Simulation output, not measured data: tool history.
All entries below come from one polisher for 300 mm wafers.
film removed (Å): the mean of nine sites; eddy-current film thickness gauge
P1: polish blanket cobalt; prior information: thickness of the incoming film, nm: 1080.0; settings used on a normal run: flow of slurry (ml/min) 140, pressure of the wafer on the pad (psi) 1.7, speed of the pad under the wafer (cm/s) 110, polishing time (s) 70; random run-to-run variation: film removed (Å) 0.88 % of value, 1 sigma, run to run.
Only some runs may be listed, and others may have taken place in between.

run   hour  flow of slurry (ml/min)  pressure of the wafer on the pad (psi)  speed of the pad under the wafer (cm/s)  polishing time (s)  film removed (Å)
  1   16.2                      140                                     1.7                                      110                  70            3303.3
  2   26.7                      140                                     1.7                                      110                  70            3251.4
      27.5  -- slurry nozzle cleaned
  3   43.9                      220                                     1.7                                       62                  70            1946.5
  4   58.5                       85                                     1.7                                      110                  32            1325.2
  5   70.7                      140                                     0.8                                      110                  70            1545.6
  6   85.1                      140                                     1.7                                      170                  70            5098.4
  7   99.3                      140                                     1.7                                      110                  70            3272.6
  8  113.9                      140                                     1.7                                      110                  70            3308.1
  9  129.2                      140                                     1.7                                      110                  32            1507.5
 10  147.5                      140                                     1.7                                      110                  70            3308.9
 11  160.9                      140                                     1.7                                      110                 103            4844.7
 12    172                      140                                     1.7                                       82                  70            2444.3
 13  184.4                      140                                     1.7                                      110                  70            3287.2
 14  199.4                      140                                     2.6                                      110                  70            5076.7
 15  211.2                      140                                     1.7                                      110                  70            3277.1
 16  224.9                      220                                     1.7                                      110                  70              3540
 17  243.7                       85                                     1.7                                      110                  70            2909.3
 18  260.2                      140                                     1.7                                      110                  70            3244.5
 19  275.9                      140                                     1.7                                      110                  70            3141.2
 20  284.6                      140                                     1.7                                      110                  70              3130

Expected results for the next run?
     285.7  -- worn pad replaced by a new one
 21  294.2                      140                                     1.7                                      110                  70                 ?

{"run 21": {"film removed (Å)": 3118.3}}
